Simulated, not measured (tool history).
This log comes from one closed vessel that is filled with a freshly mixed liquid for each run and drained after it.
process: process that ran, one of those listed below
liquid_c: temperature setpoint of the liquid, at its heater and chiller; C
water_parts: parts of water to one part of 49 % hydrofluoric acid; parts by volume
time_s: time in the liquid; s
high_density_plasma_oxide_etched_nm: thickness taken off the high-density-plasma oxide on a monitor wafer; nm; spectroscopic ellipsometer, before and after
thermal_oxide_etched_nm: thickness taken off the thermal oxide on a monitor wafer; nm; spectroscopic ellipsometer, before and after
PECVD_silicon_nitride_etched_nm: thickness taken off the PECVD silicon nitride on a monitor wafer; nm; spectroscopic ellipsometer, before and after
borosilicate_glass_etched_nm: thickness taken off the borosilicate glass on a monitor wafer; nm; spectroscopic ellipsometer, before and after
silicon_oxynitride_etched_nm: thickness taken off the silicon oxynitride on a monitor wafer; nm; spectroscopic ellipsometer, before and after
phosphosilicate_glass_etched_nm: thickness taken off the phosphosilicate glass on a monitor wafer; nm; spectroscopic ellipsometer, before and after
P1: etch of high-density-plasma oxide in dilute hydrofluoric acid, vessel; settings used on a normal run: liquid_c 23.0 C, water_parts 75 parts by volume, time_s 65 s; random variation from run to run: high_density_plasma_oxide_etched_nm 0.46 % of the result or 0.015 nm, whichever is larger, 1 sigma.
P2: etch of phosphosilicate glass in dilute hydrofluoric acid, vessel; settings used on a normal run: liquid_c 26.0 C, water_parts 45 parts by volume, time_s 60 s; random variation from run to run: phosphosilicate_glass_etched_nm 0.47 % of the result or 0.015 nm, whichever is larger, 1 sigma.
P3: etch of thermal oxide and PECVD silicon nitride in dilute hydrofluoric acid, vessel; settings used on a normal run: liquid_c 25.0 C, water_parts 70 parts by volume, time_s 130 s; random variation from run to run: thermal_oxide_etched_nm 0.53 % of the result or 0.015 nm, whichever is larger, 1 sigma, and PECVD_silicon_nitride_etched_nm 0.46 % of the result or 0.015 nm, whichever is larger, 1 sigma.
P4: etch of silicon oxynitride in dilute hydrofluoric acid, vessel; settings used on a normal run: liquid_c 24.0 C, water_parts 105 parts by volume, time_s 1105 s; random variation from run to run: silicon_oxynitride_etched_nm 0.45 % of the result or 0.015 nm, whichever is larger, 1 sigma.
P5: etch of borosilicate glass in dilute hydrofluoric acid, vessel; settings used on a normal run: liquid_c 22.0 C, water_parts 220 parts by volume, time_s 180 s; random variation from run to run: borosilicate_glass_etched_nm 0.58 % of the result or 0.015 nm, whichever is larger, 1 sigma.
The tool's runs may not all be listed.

| run | day | process | liquid_c | water_parts | time_s | hours since the thermometer was replaced | hours since the hydrofluoric acid flow meter was replaced | high_density_plasma_oxide_etched_nm | thermal_oxide_etched_nm | PECVD_silicon_nitride_etched_nm | borosilicate_glass_etched_nm | silicon_oxynitride_etched_nm | phosphosilicate_glass_etched_nm |
|---|---|---|---|---|---|---|---|---|---|---|---|---|---|
| 1 | 0.288 | P1 | 23.0 | 75 | 65 | 1330.0 | 1347.1 | 4.3674 |  |  |  |  |  |
| 2 | 0.633 | P3 | 25.0 | 70 | 30 | 1338.3 | 1355.4 |  | 2.2567 | 1.0829 |  |  |  |
| 3 | 0.900 | P5 | 22.0 | 355 | 180 | 1344.7 | 1361.8 |  |  |  | 7.5862 |  |  |
| 4 | 1.312 | P4 | 24.0 | 105 | 1105 | 1354.6 | 1371.7 |  |  |  |  | 48.450 |  |
| 5 | 1.725 | P1 | 17.0 | 20 | 65 | 1364.5 | 1381.6 | 13.6380 |  |  |  |  |  |
| 6 | 1.917 | P1 | 23.0 | 75 | 65 | 1369.1 | 1386.2 | 4.3612 |  |  |  |  |  |
| 7 | 2.229 | P5 | 22.0 | 220 | 270 | 1376.6 | 1393.7 |  |  |  | 20.9650 |  |  |
| 8 | 2.429 | P1 | 23.0 | 75 | 65 | 1381.4 | 1398.5 | 4.3751 |  |  |  |  |  |
| 9 | 2.829 | P4 | 24.0 | 105 | 295 | 1391.0 | 1408.1 |  |  |  |  | 13.046 |  |
| 10 | 3.192 | P1 | 23.0 | 75 | 65 | 1399.7 | 1416.8 | 4.3828 |  |  |  |  |  |
| 11 | 3.500 | P1 | 23.0 | 35 | 65 | 1407.1 | 1424.2 | 9.8431 |  |  |  |  |  |
| 12 | 3.696 | P1 | 23.0 | 75 | 30 | 1411.8 | 1428.9 | 2.0051 |  |  |  |  |  |
| 13 | 4.038 | P3 | 25.0 | 70 | 130 | 1420.0 | 1437.1 |  | 9.6278 | 4.8342 |  |  |  |
| 14 | 4.325 | P1 | 23.0 | 75 | 65 | 1426.9 | 1444.0 | 4.4127 |  |  |  |  |  |
| 15 | 4.654 | P2 | 22.0 | 45 | 60 | 1434.8 | 1451.9 |  |  |  |  |  | 156.830 |
| 16 | 4.929 | P1 | 23.0 | 130 | 65 | 1441.4 | 1458.5 | 2.3665 |  |  |  |  |  |
| 17 | 5.246 | P2 | 26.0 | 45 | 60 | 1449.0 | 1466.1 |  |  |  |  |  | 185.840 |
| 18 | 5.525 | P1 | 23.0 | 75 | 65 | 1455.7 | 1472.8 | 4.3848 |  |  |  |  |  |
| 19 | 5.750 | P4 | 24.0 | 145 | 1105 | 1461.1 | 1478.2 |  |  |  |  | 34.178 |  |
| 20 | 6.004 | P5 | 22.0 | 220 | 180 | 1467.2 | 1484.3 |  |  |  | 13.9730 |  |  |
| 21 | 6.300 | P1 | 23.0 | 75 | 95 | 1474.3 | 1491.4 | 6.3342 |  |  |  |  |  |
| 22 | 6.588 | P3 | 25.0 | 70 | 130 | 1481.2 | 1498.3 |  | 9.6855 | 4.7993 |  |  |  |
| 23 | 6.929 | P3 | 25.0 | 100 | 130 | 1489.4 | 1506.5 |  | 6.5100 | 3.3491 |  |  |  |
|  | 7.112 | hydrofluoric acid flow meter replaced |
| 24 | 7.183 | P2 | 26.0 | 45 | 30 | 1495.5 | 1.7 |  |  |  |  |  | 92.792 |
| 25 | 7.483 | P4 | 18.5 | 105 | 1105 | 1502.7 | 8.9 |  |  |  |  | 37.364 |  |
| 26 | 7.758 | P3 | 20.0 | 70 | 130 | 1509.3 | 15.5 |  | 7.8872 | 3.4627 |  |  |  |
| 27 | 8.104 | P1 | 28.5 | 75 | 65 | 1517.6 | 23.8 | 5.4738 |  |  |  |  |  |
| 28 | 8.358 | P1 | 17.0 | 75 | 40 | 1523.7 | 29.9 | 2.1010 |  |  |  |  |  |
| 29 | 8.729 | P5 | 27.0 | 220 | 180 | 1532.6 | 38.8 |  |  |  | 16.9580 |  |  |
| 30 | 9.008 | P1 | 17.0 | 75 | 65 | 1539.3 | 45.5 | 3.4100 |  |  |  |  |  |
| 31 | 9.354 | P1 | 23.0 | 125 | 30 | 1547.6 | 53.8 | 1.1240 |  |  |  |  |  |
| 32 | 9.742 | P1 | 23.0 | 75 | 65 | 1556.9 | 63.1 | 4.3910 |  |  |  |  |  |
| 33 | 9.967 | P2 | 26.0 | 20 | 60 | 1562.3 | 68.5 |  |  |  |  |  | 432.090 |
| 34 | 10.275 | P1 | 23.0 | 75 | 65 | 1569.7 | 75.9 | 4.3793 |  |  |  |  |  |
| 35 | 10.500 | P1 | 23.0 | 75 | 65 | 1575.1 | 81.3 | 4.4762 |  |  |  |  |  |
| 36 | 10.721 | P1 | 23.0 | 75 | 65 | 1580.4 | 86.6 | 4.5167 |  |  |  |  |  |
| 37 | 11.025 | P1 | 23.0 | 75 | 65 | 1587.7 | 93.9 | 4.5696 |  |  |  |  |  |

Run 38 is up next; what results do you expect?
| 38 | 11.233 | P1 | 23.0 | 75 | 65 | 1592.7 | 98.9 | ? |  |  |  |  |  |

{"run 38": {"high_density_plasma_oxide_etched_nm": 4.5612}}

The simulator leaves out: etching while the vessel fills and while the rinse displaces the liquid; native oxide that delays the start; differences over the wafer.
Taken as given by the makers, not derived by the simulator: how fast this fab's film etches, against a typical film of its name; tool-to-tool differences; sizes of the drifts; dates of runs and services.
